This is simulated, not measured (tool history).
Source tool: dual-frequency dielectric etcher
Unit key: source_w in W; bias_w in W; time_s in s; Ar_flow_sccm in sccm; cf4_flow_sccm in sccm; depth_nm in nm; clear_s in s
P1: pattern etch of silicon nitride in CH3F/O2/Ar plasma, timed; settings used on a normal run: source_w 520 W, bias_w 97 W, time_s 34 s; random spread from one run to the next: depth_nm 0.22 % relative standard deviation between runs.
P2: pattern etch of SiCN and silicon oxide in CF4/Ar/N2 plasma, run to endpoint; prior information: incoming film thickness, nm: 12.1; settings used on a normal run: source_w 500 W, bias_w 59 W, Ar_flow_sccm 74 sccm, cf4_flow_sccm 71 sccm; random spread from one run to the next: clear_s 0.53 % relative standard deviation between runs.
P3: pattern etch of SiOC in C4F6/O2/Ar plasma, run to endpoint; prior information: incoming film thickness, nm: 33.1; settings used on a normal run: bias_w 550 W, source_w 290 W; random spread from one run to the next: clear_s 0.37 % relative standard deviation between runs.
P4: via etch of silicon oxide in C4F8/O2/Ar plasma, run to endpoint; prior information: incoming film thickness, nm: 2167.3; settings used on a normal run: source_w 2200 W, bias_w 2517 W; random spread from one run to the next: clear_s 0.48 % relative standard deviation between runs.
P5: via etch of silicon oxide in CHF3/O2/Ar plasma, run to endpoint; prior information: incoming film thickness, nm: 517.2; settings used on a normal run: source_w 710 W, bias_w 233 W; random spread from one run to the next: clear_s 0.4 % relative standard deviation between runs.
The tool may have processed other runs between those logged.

run	hour	process	source_w	bias_w	time_s	Ar_flow_sccm	cf4_flow_sccm	hours since the last wet clean	hours since the last source power generator calibration	hours since the last bias power generator calibration	depth_nm	clear_s
1	14.1	P1	520	97	34			190.4	2262	1127.5	29.214	
2	28.4	P1	520	129	34			204.7	2276.3	1141.8	32.244	
3	43.7	P5	710	307				220	2291.6	1157.1		201.88
4	57.4	P1	350	97	34			233.7	2305.3	1170.8	25.231	
5	67.1	P1	520	76	34			243.4	2315	1180.5	26.764	
6	78.9	P5	560	233				255.2	2326.8	1192.3		241.8
7	92.9	P1	520	97	18.5			269.2	2340.8	1206.3	15.976	
# hour 95.4: bias power generator calibrated
8	107.4	P2	500	59		74	71	283.7	2355.3	12		13.468
9	123.2	P1	520	97	34			299.5	2371.1	27.8	29.23	
10	134.1	P2	500	59		55	71	310.4	2382	38.7		12.915
11	149.6	P2	500	59		74	93	325.9	2397.5	54.2		12.799
12	158.4	P5	710	233				334.7	2406.3	63		222.09
13	173.4	P3	180	550				349.7	2421.3	78		14.612
14	182.6	P2	500	75		74	71	358.9	2430.5	87.2		12.412
15	192.5	P1	640	97	34			368.8	2440.4	97.1	31.666	
16	202.7	P3	290	740				379	2450.6	107.3		10.826
17	213.9	P3	290	550				390.2	2461.8	118.5		12.196
18	221.8	P1	700	97	24.5			398.1	2469.7	126.4	23.56	
19	230	P4	2790	2517				406.3	2477.9	134.6		349.22
20	237.4	P1	710	97	48			413.7	2485.3	142	46.356	
21	252	P1	520	97	34			428.3	2499.9	156.6	29.124	
22	266.5	P1	520	97	34			442.8	2514.4	171.1	29.256	
23	281.3	P4	2200	2517				457.6	2529.2	185.9		383.06
24	294.5	P4	2200	3211				470.8	2542.4	199.1		355.58
25	301.8	P1	520	97	46.5			478.1	2549.7	206.4	39.935	
26	316.5	P2	500	59		74	71	492.8	2564.4	221.1		13.329
27	331.1	P5	710	233				507.4	2579	235.7		222.08
28	346.9	P1	520	97	34			523.2	2594.8	251.5	29.106	
29	359	P1	520	97	34			535.3	2606.9	263.6	29.27	
30	373.9	P1	520	97	34			550.2	2621.8	278.5	29.24	
31	383.7	P2	600	59		74	71	560	2631.6	288.3		11.454
32	391.9	P1	520	97	34			568.2	2639.8	296.5	29.179	
33	400.7	P1	520	97	34			577	2648.6	305.3	29.088	
34	410.4	P1	520	97	34			586.7	2658.3	315	28.917	
35	425.7	P1	520	97	34			602	2673.6	330.3	28.884	
36	440.4	P1	520	97	34			616.7	2688.3	345	28.925	
37	454.8	P1	520	97	34			631.1	2702.7	359.4	28.771	
# hour 459.5: wet clean of the chamber
38	469.5	P1	520	97	34			10	2717.4	374.1	28.679	
39	482.8	P1	520	97	34			23.3	2730.7	387.4	28.726	
40	496.5	P1	520	97	34			37	2744.4	401.1	28.561	
41	510.2	P1	520	97	34			50.7	2758.1	414.8	28.69	
42	517.3	P1	520	97	34			57.8	2765.2	421.9	28.662	

The log shows P1 creeping away from where it was. Any of the 2 causes listed here, at the size stated for it, fits the log just as well as the others:
A: bias power that arrives under what is set, % = 4.58
B: source power that arrives under what is set, % = 4.37
The onset of the drift is placed at about hour 391.9.
All other causes, with the reason each is excluded:
chamber walls in a state that lowers the etch rate, %: its service at hour 459.5 followed the start of the drift and did not put the process back to its old value

4 check runs are offered, each on 2 wafers whose results are averaged, their results left as question marks. Which one tells the causes apart?
check 1	524.4	P3	290	634								?
check 2	524.4	P4	2200	3002								?
check 3	524.4	P2	580	59		60	71					?
check 4	524.4	P5	710	289								?

Predicted outcomes, by check and by cause:
check	result	if A	if B
check 1	clear_s	11.74	11.716
check 2	clear_s	367.99	369.11
check 3	clear_s	11.556	11.867
check 4	clear_s	209.4	209.35
Separation of the two closest causes in each check, using whichever result separates them best: check 1 0.2 %; check 2 0.3 %; check 3 2.65 %; check 4 0.02 %
The other checks would show nearly matching results whichever cause is true, so check 3 is the only one that separates the causes.

Check 3 has now been run. It gave: clear_s 11.55 s. Which of the candidate causes is it?

It is A: bias power that arrives under what is set, %.
